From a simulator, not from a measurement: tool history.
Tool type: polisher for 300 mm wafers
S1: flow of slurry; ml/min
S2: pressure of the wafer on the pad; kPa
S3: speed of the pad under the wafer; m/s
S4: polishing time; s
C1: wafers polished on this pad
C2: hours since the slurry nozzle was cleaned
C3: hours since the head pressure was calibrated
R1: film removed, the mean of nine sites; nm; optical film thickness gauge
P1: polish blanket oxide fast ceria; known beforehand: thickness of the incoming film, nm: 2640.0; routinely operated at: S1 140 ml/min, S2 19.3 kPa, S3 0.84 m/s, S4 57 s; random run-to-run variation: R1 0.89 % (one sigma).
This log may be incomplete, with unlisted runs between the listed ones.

run,hour,S1,S2,S3,S4,C1,C2,C3,R1
1,15.1,140,19.3,0.84,57,1108,94.1,150.4,915.37
2,24.2,140,19.3,0.84,57,1186,103.2,159.5,918.99
3,38.7,140,19.3,0.84,57,1310,117.7,174,925.1
4,55.7,140,19.3,0.38,57,1456,134.7,191,414.48
5,71.3,140,19.3,0.84,84,1590,150.3,206.6,1340.2
6,87.2,85,19.3,0.84,57,1726,166.2,222.5,808.03
7,101.8,140,19.3,0.84,28,1851,180.8,237.1,447.31
8,118.8,140,19.3,0.84,57,1996,197.8,254.1,902.24
# hour 125.7: worn pad replaced by a new one
9,133.8,140,19.3,1.28,57,70,212.8,269.1,1390.6
10,151.7,140,24.1,1.1,57,223,230.7,287,1494.3
11,164.2,140,9,0.84,57,330,243.2,299.5,421.7
12,181.2,140,19.3,0.84,57,476,260.2,316.5,905.8
13,194.2,195,19.3,1.18,57,587,273.2,329.5,1352.3
14,211.9,185,19.3,0.84,57,738,290.9,347.2,946.48
15,228.9,140,19.3,0.84,57,884,307.9,364.2,920.14
16,240.6,140,29,0.84,57,984,319.6,375.9,1373.5
17,248.6,140,19.3,0.84,57,1053,327.6,383.9,907.34
18,256.9,140,19.3,0.84,57,1124,335.9,392.2,891.7
19,274.1,140,19.3,0.84,57,1271,353.1,409.4,851.82
20,288.7,140,19.3,0.84,57,1396,367.7,424,846.93
# hour 295.5: worn pad replaced by a new one
21,298.9,140,19.3,0.84,57,29,377.9,434.2,837.79
22,315,140,19.3,0.84,57,167,394,450.3,828.41
23,327.9,140,19.3,0.84,57,278,406.9,463.2,824.1
24,343.6,140,19.3,0.84,57,412,422.6,478.9,824.2
25,361.6,140,19.3,0.84,57,566,440.6,496.9,827.95

The log shows P1 creeping away from where it was. Any of the 2 causes listed here, at the size stated for it, fits the log just as well as the others:
A: slurry flow missing at the pad, % = 35
B: head's pressure below its setpoint, % = 9.32
The process output started creeping at around hour 248.6.
Why every other cause is out:
removal rate lost through wear of the pad, %: serviced after onset, at hour 295.5, with no recovery of the prior output

Which of the 4 check runs listed below, each an average over 2 wafers with its results shown as question marks, gives clearly different results under the different listed causes?
check 1,379.6,140,10.3,0.84,57,,,,?
check 2,379.6,140,24.8,1.06,57,,,,?
check 3,379.6,140,19.3,0.58,57,,,,?
check 4,379.6,85,19.3,0.84,71,,,,?

Outcome of each check run for each possible cause:
check,result,if A,if B
check 1,R1,443.35,443.41
check 2,R1,1342.7,1342.9
check 3,R1,571.43,571.5
check 4,R1,869.97,916.98
Minimum pairwise separation of causes per check, each pair taken at its best-separating result: check 1 0.01 %; check 2 0.01 %; check 3 0.01 %; check 4 5.26 %
The causes can be told apart only by check 4. The other checks would give nearly the same results under each of them.

Check 4 has now been run. It gave: R1 927.09 nm. Which of the candidate causes is it?

It is B: head's pressure below its setpoint, %.

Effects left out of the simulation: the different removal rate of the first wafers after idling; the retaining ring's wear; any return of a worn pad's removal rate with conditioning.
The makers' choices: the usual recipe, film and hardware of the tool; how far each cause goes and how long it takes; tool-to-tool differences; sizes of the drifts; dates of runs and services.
